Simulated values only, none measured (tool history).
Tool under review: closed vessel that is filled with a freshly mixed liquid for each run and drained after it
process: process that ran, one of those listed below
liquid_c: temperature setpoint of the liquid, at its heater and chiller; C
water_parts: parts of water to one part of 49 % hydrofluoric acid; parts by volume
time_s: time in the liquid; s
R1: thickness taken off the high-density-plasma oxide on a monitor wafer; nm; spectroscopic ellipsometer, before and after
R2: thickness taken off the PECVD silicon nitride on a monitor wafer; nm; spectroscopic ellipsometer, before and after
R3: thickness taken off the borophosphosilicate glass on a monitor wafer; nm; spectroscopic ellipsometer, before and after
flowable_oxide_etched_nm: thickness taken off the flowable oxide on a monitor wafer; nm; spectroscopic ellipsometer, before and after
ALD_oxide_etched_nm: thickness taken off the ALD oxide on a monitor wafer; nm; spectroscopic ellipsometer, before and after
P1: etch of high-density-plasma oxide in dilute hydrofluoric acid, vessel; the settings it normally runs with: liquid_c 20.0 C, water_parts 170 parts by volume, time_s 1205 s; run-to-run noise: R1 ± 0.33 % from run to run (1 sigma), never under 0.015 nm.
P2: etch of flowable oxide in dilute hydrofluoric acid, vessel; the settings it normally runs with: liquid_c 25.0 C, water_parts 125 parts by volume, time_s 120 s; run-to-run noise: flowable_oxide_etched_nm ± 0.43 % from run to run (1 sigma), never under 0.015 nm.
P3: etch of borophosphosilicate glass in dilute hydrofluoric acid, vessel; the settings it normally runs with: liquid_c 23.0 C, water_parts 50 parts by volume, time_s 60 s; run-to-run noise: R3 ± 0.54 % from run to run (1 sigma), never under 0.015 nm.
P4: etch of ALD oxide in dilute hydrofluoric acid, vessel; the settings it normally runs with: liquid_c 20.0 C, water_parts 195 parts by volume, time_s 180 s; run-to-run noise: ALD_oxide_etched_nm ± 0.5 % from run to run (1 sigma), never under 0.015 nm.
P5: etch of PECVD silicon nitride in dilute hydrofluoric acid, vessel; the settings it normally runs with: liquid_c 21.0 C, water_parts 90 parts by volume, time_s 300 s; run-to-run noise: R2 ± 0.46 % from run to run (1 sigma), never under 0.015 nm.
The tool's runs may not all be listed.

{"run": 1, "hour": 9.9, "process": "P1", "liquid_c": 20.0, "water_parts": 170, "time_s": 1205, "R1": 33.6}
{"run": 2, "hour": 22.3, "process": "P5", "liquid_c": 21.0, "water_parts": 135, "time_s": 300, "R2": 10.25}
{"run": 3, "hour": 38.7, "process": "P1", "liquid_c": 20.0, "water_parts": 170, "time_s": 1205, "R1": 33.508}
{"run": 4, "hour": 48.8, "process": "P3", "liquid_c": 23.0, "water_parts": 20, "time_s": 60, "R3": 162.98}
{"run": 5, "hour": 64.4, "process": "P1", "liquid_c": 20.0, "water_parts": 170, "time_s": 2175, "R1": 60.889}
{"run": 6, "hour": 82.8, "process": "P1", "liquid_c": 27.5, "water_parts": 170, "time_s": 1205, "R1": 44.852}
{"run": 7, "hour": 94.5, "process": "P2", "liquid_c": 25.0, "water_parts": 70, "time_s": 120, "flowable_oxide_etched_nm": 56.027}
{"run": 8, "hour": 104.6, "process": "P1", "liquid_c": 20.0, "water_parts": 170, "time_s": 1205, "R1": 33.669}
{"run": 9, "hour": 120.2, "process": "P5", "liquid_c": 26.5, "water_parts": 90, "time_s": 300, "R2": 22.136}
{"run": 10, "hour": 135.3, "process": "P5", "liquid_c": 21.0, "water_parts": 90, "time_s": 50, "R2": 2.5473}
{"run": 11, "hour": 152.4, "process": "P1", "liquid_c": 20.0, "water_parts": 170, "time_s": 75, "R1": 2.1151}
{"run": 12, "hour": 168.8, "process": "P3", "liquid_c": 29.5, "water_parts": 50, "time_s": 60, "R3": 81.488}
{"run": 13, "hour": 186.9, "process": "P1", "liquid_c": 17.0, "water_parts": 170, "time_s": 1205, "R1": 29.79}
{"run": 14, "hour": 199.6, "process": "P5", "liquid_c": 21.0, "water_parts": 90, "time_s": 300, "R2": 15.314}
{"run": 15, "hour": 212.4, "process": "P2", "liquid_c": 25.0, "water_parts": 125, "time_s": 120, "flowable_oxide_etched_nm": 29.292}
{"hour": 213.7, "done": "thermometer replaced"}
{"run": 16, "hour": 223.9, "process": "P2", "liquid_c": 25.0, "water_parts": 125, "time_s": 120, "flowable_oxide_etched_nm": 29.266}
{"run": 17, "hour": 233.9, "process": "P2", "liquid_c": 25.0, "water_parts": 125, "time_s": 185, "flowable_oxide_etched_nm": 44.919}
{"run": 18, "hour": 247.9, "process": "P4", "liquid_c": 17.0, "water_parts": 195, "time_s": 180, "ALD_oxide_etched_nm": 8.0708}
{"run": 19, "hour": 258.5, "process": "P3", "liquid_c": 23.0, "water_parts": 50, "time_s": 30, "R3": 31.715}

Run 20 comes next. What will it give?
{"hour": 269.4, "done": "hydrofluoric acid flow meter replaced"}
{"run": 20, "hour": 270.5, "process": "P3", "liquid_c": 23.0, "water_parts": 50, "time_s": 60, "R3": "?"}

{"run 20": {"R3": 62.674}}

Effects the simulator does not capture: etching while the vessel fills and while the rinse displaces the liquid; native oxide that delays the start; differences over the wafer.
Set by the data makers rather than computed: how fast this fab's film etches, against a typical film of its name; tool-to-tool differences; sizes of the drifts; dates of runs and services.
